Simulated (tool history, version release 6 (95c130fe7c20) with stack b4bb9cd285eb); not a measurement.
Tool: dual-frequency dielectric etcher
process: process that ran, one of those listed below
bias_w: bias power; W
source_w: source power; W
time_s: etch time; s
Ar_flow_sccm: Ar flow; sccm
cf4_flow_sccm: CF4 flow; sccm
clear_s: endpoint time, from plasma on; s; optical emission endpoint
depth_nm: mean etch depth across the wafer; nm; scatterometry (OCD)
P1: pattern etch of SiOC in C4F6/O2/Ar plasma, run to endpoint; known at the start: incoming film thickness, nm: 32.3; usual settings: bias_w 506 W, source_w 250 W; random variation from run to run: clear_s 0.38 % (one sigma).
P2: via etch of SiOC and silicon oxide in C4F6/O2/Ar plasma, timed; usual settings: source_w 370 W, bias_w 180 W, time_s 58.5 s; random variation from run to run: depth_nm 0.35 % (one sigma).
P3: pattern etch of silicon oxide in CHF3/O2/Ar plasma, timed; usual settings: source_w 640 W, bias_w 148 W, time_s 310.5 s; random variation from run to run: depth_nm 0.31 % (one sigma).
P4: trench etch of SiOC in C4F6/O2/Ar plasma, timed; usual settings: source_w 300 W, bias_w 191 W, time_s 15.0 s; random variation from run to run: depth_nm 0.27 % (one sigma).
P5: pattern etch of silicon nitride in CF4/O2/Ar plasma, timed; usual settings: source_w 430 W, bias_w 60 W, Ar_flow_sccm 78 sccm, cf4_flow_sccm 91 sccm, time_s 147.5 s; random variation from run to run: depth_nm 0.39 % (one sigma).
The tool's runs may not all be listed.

run     day  process  bias_w  source_w  time_s  Ar_flow_sccm  cf4_flow_sccm  hours since the last wet clean  hours since the last bias power generator calibration  hours since the last source power generator calibration  clear_s  depth_nm
  1   0.329       P1     506       250                                                                373.7                                                  917.0                                                    832.2   12.497
  2   0.654       P2     251       370    58.5                                                        381.5                                                  924.8                                                    840.0             73.149
  3   0.954       P4     119       300    15.0                                                        388.7                                                  932.0                                                    847.2             25.336
  4   1.475       P3     148       640   310.5                                                        401.2                                                  944.5                                                    859.7            599.090
  5   1.858       P5      60       430   196.5            78             91                           410.4                                                  953.7                                                    868.9            350.810
  6   2.179       P2     180       370    35.0                                                        418.1                                                  961.4                                                    876.6             38.960
  7   2.583       P2     180       460    58.5                                                        427.8                                                  971.1                                                    886.3             71.297
  8   2.967       P3     148       820   310.5                                                        437.0                                                  980.3                                                    895.5            657.630
  9   3.471       P2     180       370    58.5                                                        449.1                                                  992.4                                                    907.6             65.576
 10   3.912       P1     506       250                                                                459.7                                                 1003.0                                                    918.2   12.490
 11   4.350       P1     701       310                                                                470.2                                                 1013.5                                                    928.7   10.169
 12   4.667       P2     180       370    58.5                                                        477.8                                                 1021.1                                                    936.3             65.398
 13   5.158       P1     506       250                                                                489.6                                                 1032.9                                                    948.1   12.451
 14   5.608       P5      83       430   147.5            78             91                           500.4                                                 1043.7                                                    958.9            299.680
 15   5.921       P3     191       640   310.5                                                        507.9                                                 1051.2                                                    966.4            646.700
 16   6.321       P1     506       250                                                                517.5                                                 1060.8                                                    976.0   12.410
 17   6.662       P1     506       250                                                                525.7                                                 1069.0                                                    984.2   12.473
 18   6.904       P1     506       300                                                                531.5                                                 1074.8                                                    990.0   11.592
 19   7.162       P1     377       200                                                                537.7                                                 1081.0                                                    996.2   15.111
 20   7.638       P3     148       640   171.0                                                        549.1                                                 1092.4                                                   1007.6            331.210
 21   8.150       P5      60       270   147.5            78             91                           561.4                                                 1104.7                                                   1019.9            176.820
 22   8.458       P1     336       250                                                                568.8                                                 1112.1                                                   1027.3   14.491
 23   8.854       P1     695       250                                                                578.3                                                 1121.6                                                   1036.8   11.021
 24   9.333       P4     191       300    15.0                                                        589.8                                                 1133.1                                                   1048.3             29.152
 25   9.625       P5      60       430   147.5            78             72                           596.8                                                 1140.1                                                   1055.3            258.140
 26  10.050       P4     191       300    20.5                                                        607.0                                                 1150.3                                                   1065.5             39.956
 27  10.488       P1     506       170                                                                617.5                                                 1160.8                                                   1076.0   14.357
 28  10.842       P4     191       210    15.0                                                        626.0                                                 1169.3                                                   1084.5             25.458
 29  11.100       P5      60       430   147.5            78             91                           632.2                                                 1175.5                                                   1090.7            264.550
 30  11.588       P5      60       430   147.5            58             91                           643.9                                                 1187.2                                                   1102.4            272.340
 31  12.021       P1     506       250                                                                654.3                                                 1197.6                                                   1112.8   12.446
 32  12.500       P1     506       250                                                                665.8                                                 1209.1                                                   1124.3   12.466
 33  12.942       P1     506       250                                                                676.4                                                 1219.7                                                   1134.9   12.697
 34  13.221       P1     506       250                                                                683.1                                                 1226.4                                                   1141.6   12.646
 35  13.575       P1     506       250                                                                691.6                                                 1234.9                                                   1150.1   12.707
 36  13.825       P1     506       250                                                                697.6                                                 1240.9                                                   1156.1   12.688
 37  14.325       P1     506       250                                                                709.6                                                 1252.9                                                   1168.1   12.708
     14.796  -- wet clean of the chamber
 38  14.842       P1     506       250                                                                  1.1                                                 1265.3                                                   1180.5   12.669
 39  15.279       P1     506       250                                                                 11.6                                                 1275.8                                                   1191.0   12.717

Run 40 comes next. What will it give?
 40  15.504       P1     506       250                                                                 17.0                                                 1281.2                                                   1196.4        ?

{"run 40": {"clear_s": 12.74}}
